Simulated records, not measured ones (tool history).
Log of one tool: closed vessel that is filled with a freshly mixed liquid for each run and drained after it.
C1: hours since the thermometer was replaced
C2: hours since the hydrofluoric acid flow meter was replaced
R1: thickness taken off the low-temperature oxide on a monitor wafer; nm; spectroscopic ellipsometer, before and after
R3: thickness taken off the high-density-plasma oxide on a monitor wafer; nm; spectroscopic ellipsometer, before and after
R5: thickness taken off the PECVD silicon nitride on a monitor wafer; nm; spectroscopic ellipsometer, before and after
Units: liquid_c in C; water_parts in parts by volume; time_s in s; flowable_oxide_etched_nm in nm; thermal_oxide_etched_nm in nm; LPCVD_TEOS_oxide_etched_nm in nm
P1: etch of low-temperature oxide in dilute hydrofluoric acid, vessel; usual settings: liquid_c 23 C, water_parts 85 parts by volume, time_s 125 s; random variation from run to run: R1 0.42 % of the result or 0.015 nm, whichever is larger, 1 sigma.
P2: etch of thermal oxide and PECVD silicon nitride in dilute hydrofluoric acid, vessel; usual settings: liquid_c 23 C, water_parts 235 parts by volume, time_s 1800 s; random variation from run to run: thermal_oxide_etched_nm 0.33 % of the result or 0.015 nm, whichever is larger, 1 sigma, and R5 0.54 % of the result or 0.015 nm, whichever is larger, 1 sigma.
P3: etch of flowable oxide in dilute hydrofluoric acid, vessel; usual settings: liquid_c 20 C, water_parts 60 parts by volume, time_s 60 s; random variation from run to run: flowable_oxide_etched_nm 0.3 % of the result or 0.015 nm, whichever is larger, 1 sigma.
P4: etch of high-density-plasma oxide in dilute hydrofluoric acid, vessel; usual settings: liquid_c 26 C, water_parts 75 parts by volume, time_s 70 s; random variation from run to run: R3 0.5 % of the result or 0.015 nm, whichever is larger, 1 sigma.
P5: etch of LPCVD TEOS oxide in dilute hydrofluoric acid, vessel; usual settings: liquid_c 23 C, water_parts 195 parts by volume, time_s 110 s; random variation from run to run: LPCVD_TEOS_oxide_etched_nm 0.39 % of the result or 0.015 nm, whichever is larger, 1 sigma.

run 1 hour=16.6 | process=P1 liquid_c=23 water_parts=85 time_s=125 | C1=407.3 C2=1061.8 | R1=30.16
run 2 hour=26.9 | process=P3 liquid_c=20 water_parts=60 time_s=115 | C1=417.6 C2=1072.1 | flowable_oxide_etched_nm=70.158
run 3 hour=40.6 | process=P4 liquid_c=26 water_parts=75 time_s=70 | C1=431.3 C2=1085.8 | R3=5.324
run 4 hour=53.4 | process=P2 liquid_c=23 water_parts=235 time_s=1800 | C1=444.1 C2=1098.6 | thermal_oxide_etched_nm=30.863 R5=40.094
run 5 hour=64.3 | process=P3 liquid_c=26 water_parts=60 time_s=60 | C1=455 C2=1109.5 | flowable_oxide_etched_nm=47.01
run 6 hour=73.1 | process=P1 liquid_c=30 water_parts=135 time_s=125 | C1=463.8 C2=1118.3 | R1=23.179
run 7 hour=84 | process=P5 liquid_c=23 water_parts=195 time_s=110 | C1=474.7 C2=1129.2 | LPCVD_TEOS_oxide_etched_nm=22.726
run 8 hour=93.1 | process=P4 liquid_c=19 water_parts=75 time_s=70 | C1=483.8 C2=1138.3 | R3=3.95
run 9 hour=105.3 | process=P5 liquid_c=23 water_parts=30 time_s=110 | C1=496 C2=1150.5 | LPCVD_TEOS_oxide_etched_nm=179.47
run 10 hour=120 | process=P1 liquid_c=23 water_parts=85 time_s=125 | C1=510.7 C2=1165.2 | R1=30.004
run 11 hour=138 | process=P1 liquid_c=23 water_parts=85 time_s=30 | C1=528.7 C2=1183.2 | R1=7.2119
run 12 hour=146.8 | process=P5 liquid_c=23 water_parts=195 time_s=45 | C1=537.5 C2=1192 | LPCVD_TEOS_oxide_etched_nm=9.3258
run 13 hour=160.1 | process=P1 liquid_c=23 water_parts=85 time_s=205 | C1=550.8 C2=1205.3 | R1=49.163
run 14 hour=177.7 | process=P3 liquid_c=20 water_parts=60 time_s=60 | C1=568.4 C2=1222.9 | flowable_oxide_etched_nm=36.657
run 15 hour=188.4 | process=P1 liquid_c=23 water_parts=85 time_s=125 | C1=579.1 C2=1233.6 | R1=30.064
run 16 hour=199.8 | process=P1 liquid_c=23 water_parts=45 time_s=125 | C1=590.5 C2=1245 | R1=59.439
run 17 hour=212.3 | process=P4 liquid_c=26 water_parts=75 time_s=30 | C1=603 C2=1257.5 | R3=2.2706
run 18 hour=223.6 | process=P4 liquid_c=26 water_parts=75 time_s=70 | C1=614.3 C2=1268.8 | R3=5.3357
run 19 hour=242 | process=P2 liquid_c=23 water_parts=235 time_s=1800 | C1=632.7 C2=1287.2 | thermal_oxide_etched_nm=30.604 R5=40.283
run 20 hour=256.8 | process=P2 liquid_c=23 water_parts=235 time_s=550 | C1=647.5 C2=1302 | thermal_oxide_etched_nm=9.4014 R5=12.28
run 21 hour=272.9 | process=P3 liquid_c=20 water_parts=105 time_s=60 | C1=663.6 C2=1318.1 | flowable_oxide_etched_nm=19.848
run 22 hour=282.9 | process=P1 liquid_c=17 water_parts=85 time_s=125 | C1=673.6 C2=1328.1 | R1=23.284
run 23 hour=293.5 | process=P1 liquid_c=23 water_parts=85 time_s=125 | C1=684.2 C2=1338.7 | R1=30.001
run 24 hour=305.3 | process=P1 liquid_c=29.5 water_parts=85 time_s=125 | C1=696 C2=1350.5 | R1=38.361
run 25 hour=313.9 | process=P2 liquid_c=23 water_parts=420 time_s=1800 | C1=704.6 C2=1359.1 | thermal_oxide_etched_nm=14.434 R5=22.723
-- hour=323.7 thermometer replaced
run 26 hour=327.8 | process=P1 liquid_c=23 water_parts=130 time_s=125 | C1=4.2 C2=1373 | R1=18.627
run 27 hour=336.9 | process=P4 liquid_c=26 water_parts=20 time_s=70 | C1=13.3 C2=1382.1 | R3=21.548
run 28 hour=353.2 | process=P2 liquid_c=17 water_parts=235 time_s=1800 | C1=29.6 C2=1398.4 | thermal_oxide_etched_nm=24.551 R5=27.26
run 29 hour=363.7 | process=P5 liquid_c=17 water_parts=195 time_s=110 | C1=40.1 C2=1408.9 | LPCVD_TEOS_oxide_etched_nm=17.961
run 30 hour=377.1 | process=P1 liquid_c=23 water_parts=85 time_s=125 | C1=53.5 C2=1422.3 | R1=29.741
run 31 hour=392.9 | process=P1 liquid_c=23 water_parts=85 time_s=125 | C1=69.3 C2=1438.1 | R1=29.805
run 32 hour=407.7 | process=P1 liquid_c=23 water_parts=85 time_s=125 | C1=84.1 C2=1452.9 | R1=29.147
run 33 hour=423.5 | process=P1 liquid_c=23 water_parts=85 time_s=125 | C1=99.9 C2=1468.7 | R1=28.201
run 34 hour=436 | process=P1 liquid_c=23 water_parts=85 time_s=125 | C1=112.4 C2=1481.2 | R1=27.945
run 35 hour=446.5 | process=P1 liquid_c=23 water_parts=85 time_s=125 | C1=122.9 C2=1491.7 | R1=27.687
run 36 hour=454.8 | process=P1 liquid_c=23 water_parts=85 time_s=125 | C1=131.2 C2=1500 | R1=27.73

Run 37 comes next. What will it give?
run 37 hour=473.1 | process=P1 liquid_c=23 water_parts=85 time_s=125 | C1=149.5 C2=1518.3 | R1=?

R1: 27.754 nm
